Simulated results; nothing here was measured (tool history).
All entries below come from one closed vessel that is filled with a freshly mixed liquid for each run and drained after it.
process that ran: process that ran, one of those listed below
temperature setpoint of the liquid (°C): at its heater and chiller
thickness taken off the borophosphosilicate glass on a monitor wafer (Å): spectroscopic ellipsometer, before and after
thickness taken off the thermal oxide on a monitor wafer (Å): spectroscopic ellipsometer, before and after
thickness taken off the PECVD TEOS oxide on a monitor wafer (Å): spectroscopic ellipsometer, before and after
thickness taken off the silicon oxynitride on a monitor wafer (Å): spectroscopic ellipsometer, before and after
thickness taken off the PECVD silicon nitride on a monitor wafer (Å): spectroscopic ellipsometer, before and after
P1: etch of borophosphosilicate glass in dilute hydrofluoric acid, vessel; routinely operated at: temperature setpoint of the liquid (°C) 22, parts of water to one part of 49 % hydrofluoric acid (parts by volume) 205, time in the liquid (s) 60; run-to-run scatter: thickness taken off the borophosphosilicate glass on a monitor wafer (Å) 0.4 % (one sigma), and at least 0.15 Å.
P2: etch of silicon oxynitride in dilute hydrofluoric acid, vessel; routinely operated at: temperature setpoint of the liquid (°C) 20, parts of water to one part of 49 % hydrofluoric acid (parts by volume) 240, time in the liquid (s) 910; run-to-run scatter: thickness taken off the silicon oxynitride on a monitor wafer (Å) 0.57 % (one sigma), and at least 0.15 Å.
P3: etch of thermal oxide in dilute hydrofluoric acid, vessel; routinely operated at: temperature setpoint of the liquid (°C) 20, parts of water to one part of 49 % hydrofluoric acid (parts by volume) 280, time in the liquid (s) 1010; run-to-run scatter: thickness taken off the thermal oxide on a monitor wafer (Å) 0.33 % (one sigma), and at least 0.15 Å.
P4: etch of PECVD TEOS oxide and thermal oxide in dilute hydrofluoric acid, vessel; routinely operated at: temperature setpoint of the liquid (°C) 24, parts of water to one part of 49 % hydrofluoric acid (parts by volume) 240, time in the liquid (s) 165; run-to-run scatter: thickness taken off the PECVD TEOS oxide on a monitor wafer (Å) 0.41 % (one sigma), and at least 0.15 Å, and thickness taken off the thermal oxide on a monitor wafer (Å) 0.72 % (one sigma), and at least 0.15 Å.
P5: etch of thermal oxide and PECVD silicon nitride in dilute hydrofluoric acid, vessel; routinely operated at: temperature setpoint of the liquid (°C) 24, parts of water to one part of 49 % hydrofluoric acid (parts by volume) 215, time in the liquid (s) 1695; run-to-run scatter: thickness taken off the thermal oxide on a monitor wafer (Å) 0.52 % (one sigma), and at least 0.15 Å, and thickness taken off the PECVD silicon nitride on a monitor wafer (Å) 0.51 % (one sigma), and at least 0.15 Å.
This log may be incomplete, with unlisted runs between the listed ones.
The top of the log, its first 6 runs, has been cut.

run   hour  process that ran  temperature setpoint of the liquid (°C)  parts of water to one part of 49 % hydrofluoric acid (parts by volume)  time in the liquid (s)  hours since the thermometer was replaced  hours since the hydrofluoric acid flow meter was replaced  thickness taken off the borophosphosilicate glass on a monitor wafer (Å)  thickness taken off the thermal oxide on a monitor wafer (Å)  thickness taken off the PECVD TEOS oxide on a monitor wafer (Å)  thickness taken off the silicon oxynitride on a monitor wafer (Å)  thickness taken off the PECVD silicon nitride on a monitor wafer (Å)
  7   52.2                P1                                       17                                                                     205                      60                                     745.9                                                     1187.9                                                                    97.723
  8   57.8                P2                                       20                                                                     130                     910                                     751.5                                                     1193.5                                                                                                                                                                                                                                                                      83.185
  9   65.3                P2                                       20                                                                     240                    1780                                       759                                                       1201                                                                                                                                                                                                                                                                      82.477
 10   72.3                P1                                       22                                                                     205                      30                                       766                                                       1208                                                                    57.963
 11   82.9                P5                                     31.5                                                                     215                    1695                                     776.6                                                     1218.6                                                                                                                                  427.91                                                                                                                                                                                                    237.12
 12   91.1                P1                                       22                                                                     205                      60                                     784.8                                                     1226.8                                                                    116.79
 13  101.3                P5                                       24                                                                     215                    1695                                       795                                                       1237                                                                                                                                   327.3                                                                                                                                                                                                    151.21
 14  111.7                P4                                       24                                                                     240                     165                                     805.4                                                     1247.4                                                                                                                                  29.882                                                             96.1
 15  120.3                P3                                       20                                                                     280                    1010                                       814                                                       1256                                                                                                                                   127.1
 16    131                P1                                       27                                                                      75                      60                                     824.7                                                     1266.7                                                                    453.45
 17  140.7                P1                                       30                                                                     205                      60                                     834.4                                                     1276.4                                                                    156.38
 18  145.9                P4                                       20                                                                     240                     165                                     839.6                                                     1281.6                                                                                                                                  25.564                                                            83.03
 19    151                P1                                       22                                                                     205                      60                                     844.7                                                     1286.7                                                                    117.17
 20    159                P1                                       22                                                                     205                      90                                     852.7                                                     1294.7                                                                     174.5
 21  166.2                P2                                       20                                                                     240                     910                                     859.9                                                     1301.9                                                                                                                                                                                                                                                                      42.302
 22  177.2                P5                                       24                                                                      60                    1695                                     870.9                                                     1312.9                                                                                                                                  1408.8                                                                                                                                                                                                    530.91
 23  183.1                P3                                     26.5                                                                     280                    1010                                     876.8                                                     1318.8                                                                                                                                  161.23
 24  190.9                P1                                       22                                                                     205                      60                                     884.6                                                     1326.6                                                                    118.23

Forecast run 25:
 25   196                P5                                       24                                                                     215                    1695                                     889.7                                                     1331.7                                                                                                                                       ?                                                                                                                                                                                                         ?

For run 25 the tool returned thickness taken off the thermal oxide on a monitor wafer (Å) 329.48, thickness taken off the PECVD silicon nitride on a monitor wafer (Å) 150.97.

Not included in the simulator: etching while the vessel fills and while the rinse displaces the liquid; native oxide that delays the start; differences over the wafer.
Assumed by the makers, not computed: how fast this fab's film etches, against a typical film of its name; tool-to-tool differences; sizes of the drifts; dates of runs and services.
